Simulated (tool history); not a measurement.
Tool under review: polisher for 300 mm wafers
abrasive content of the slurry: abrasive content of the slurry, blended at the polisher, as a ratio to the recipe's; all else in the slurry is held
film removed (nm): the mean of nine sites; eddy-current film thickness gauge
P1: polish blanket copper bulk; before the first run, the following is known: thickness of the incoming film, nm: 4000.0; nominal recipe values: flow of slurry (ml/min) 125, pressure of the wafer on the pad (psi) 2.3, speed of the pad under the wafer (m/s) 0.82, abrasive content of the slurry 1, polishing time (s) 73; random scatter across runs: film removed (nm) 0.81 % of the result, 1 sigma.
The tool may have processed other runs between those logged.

| run | day | flow of slurry (ml/min) | pressure of the wafer on the pad (psi) | speed of the pad under the wafer (m/s) | abrasive content of the slurry | polishing time (s) | film removed (nm) |
|---|---|---|---|---|---|---|---|
| 1 | 0.525 | 125 | 2.3 | 0.82 | 1 | 73 | 460.72 |
| 2 | 1.25 | 125 | 2.3 | 0.82 | 0.5 | 73 | 402.67 |
| 3 | 1.767 | 165 | 2.3 | 0.56 | 1 | 73 | 334.15 |
| 4 | 2.188 | 125 | 2.3 | 0.82 | 1 | 73 | 461.75 |
| 5 | 2.779 | 180 | 2.3 | 0.82 | 1 | 104 | 707.59 |
|  | 2.896 | slurry blender recalibrated |
| 6 | 3.358 | 125 | 2.3 | 0.82 | 1.5 | 73 | 513.74 |
|  | 3.438 | worn pad replaced by a new one |
| 7 | 3.867 | 125 | 2.3 | 0.82 | 1 | 51 | 324.19 |
| 8 | 4.425 | 125 | 3.4 | 0.82 | 1 | 73 | 690.64 |
| 9 | 4.958 | 125 | 2.3 | 0.4 | 1 | 73 | 225.24 |
| 10 | 5.442 | 125 | 2.3 | 1.18 | 1 | 73 | 666.66 |
| 11 | 6.021 | 125 | 2.3 | 0.82 | 1 | 97 | 614.22 |
|  | 6.662 | head pressure recalibrated |
| 12 | 6.738 | 125 | 1 | 0.82 | 1 | 73 | 201.51 |
| 13 | 7.475 | 125 | 2.3 | 0.82 | 1 | 73 | 460.37 |
| 14 | 8.054 | 125 | 2.3 | 0.82 | 1 | 73 | 466.27 |
| 15 | 8.529 | 75 | 2.3 | 0.82 | 1 | 73 | 409.08 |
| 16 | 9.133 | 195 | 2.3 | 0.82 | 1 | 73 | 502.97 |
| 17 | 9.5 | 125 | 2.3 | 0.82 | 1 | 73 | 465.41 |
| 18 | 9.938 | 125 | 2.3 | 0.82 | 1 | 73 | 452.7 |
| 19 | 10.658 | 125 | 2.3 | 0.82 | 1 | 73 | 446.53 |
| 20 | 11.362 | 125 | 2.3 | 0.82 | 1 | 73 | 439.24 |
|  | 11.508 | worn pad replaced by a new one |
| 21 | 12.058 | 125 | 2.3 | 0.82 | 1 | 73 | 436.3 |

Forecast run 22:
| 22 | 12.508 | 125 | 2.3 | 0.82 | 1 | 73 | ? |

{"run 22": {"film removed (nm)": 434.11}}
